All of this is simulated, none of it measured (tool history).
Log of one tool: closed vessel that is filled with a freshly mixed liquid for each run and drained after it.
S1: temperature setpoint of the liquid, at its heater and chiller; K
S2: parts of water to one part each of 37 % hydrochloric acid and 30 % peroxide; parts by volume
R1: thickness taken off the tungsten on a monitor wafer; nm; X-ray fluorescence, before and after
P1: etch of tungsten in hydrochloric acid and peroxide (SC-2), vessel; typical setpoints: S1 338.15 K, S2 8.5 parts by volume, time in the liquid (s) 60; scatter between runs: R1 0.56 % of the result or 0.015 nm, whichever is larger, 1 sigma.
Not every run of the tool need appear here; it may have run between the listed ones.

Run 1, hour 7.5: S1 338.15 K, S2 8.5 parts by volume, time in the liquid (s) 60. Result: R1 28.958 nm.
Run 2, hour 16.5: S1 338.15 K, S2 8.5 parts by volume, time in the liquid (s) 30. Result: R1 14.319 nm.
Run 3, hour 33.2: S1 324.15 K, S2 8.5 parts by volume, time in the liquid (s) 60. Result: R1 11.619 nm.
Run 4, hour 48.1: S1 338.15 K, S2 8.5 parts by volume, time in the liquid (s) 60. Result: R1 28.819 nm.
Run 5, hour 63: S1 338.15 K, S2 4 parts by volume, time in the liquid (s) 110. Result: R1 91.254 nm.
Run 6, hour 77.8: S1 338.15 K, S2 8.5 parts by volume, time in the liquid (s) 115. Result: R1 55.692 nm.
Run 7, hour 88.1: S1 338.15 K, S2 8.5 parts by volume, time in the liquid (s) 60. Result: R1 28.939 nm.
Run 8, hour 102.7: S1 338.15 K, S2 8.5 parts by volume, time in the liquid (s) 60. Result: R1 28.57 nm.
Run 9, hour 118.8: S1 345.15 K, S2 8.5 parts by volume, time in the liquid (s) 60. Result: R1 43.857 nm.
Run 10, hour 130.8: S1 338.15 K, S2 8.5 parts by volume, time in the liquid (s) 60. Result: R1 28.775 nm.
Run 11, hour 139.8: S1 338.15 K, S2 8.5 parts by volume, time in the liquid (s) 60. Result: R1 28.857 nm.
Run 12, hour 156.2: S1 338.15 K, S2 8.5 parts by volume, time in the liquid (s) 60. Result: R1 28.743 nm.
Run 13, hour 165.6: S1 328.65 K, S2 8.5 parts by volume, time in the liquid (s) 30. Result: R1 7.9458 nm.
Run 14, hour 173.9: S1 338.15 K, S2 15 parts by volume, time in the liquid (s) 60. Result: R1 17.587 nm.
Run 15, hour 183.7: S1 338.15 K, S2 4 parts by volume, time in the liquid (s) 60. Result: R1 49.95 nm.

Run 16 is up next; what results do you expect?
Run 16, hour 193.3: S1 338.15 K, S2 4.5 parts by volume, time in the liquid (s) 30. Result: R1 ?.

For run 16 the tool returned R1 23.187 nm.

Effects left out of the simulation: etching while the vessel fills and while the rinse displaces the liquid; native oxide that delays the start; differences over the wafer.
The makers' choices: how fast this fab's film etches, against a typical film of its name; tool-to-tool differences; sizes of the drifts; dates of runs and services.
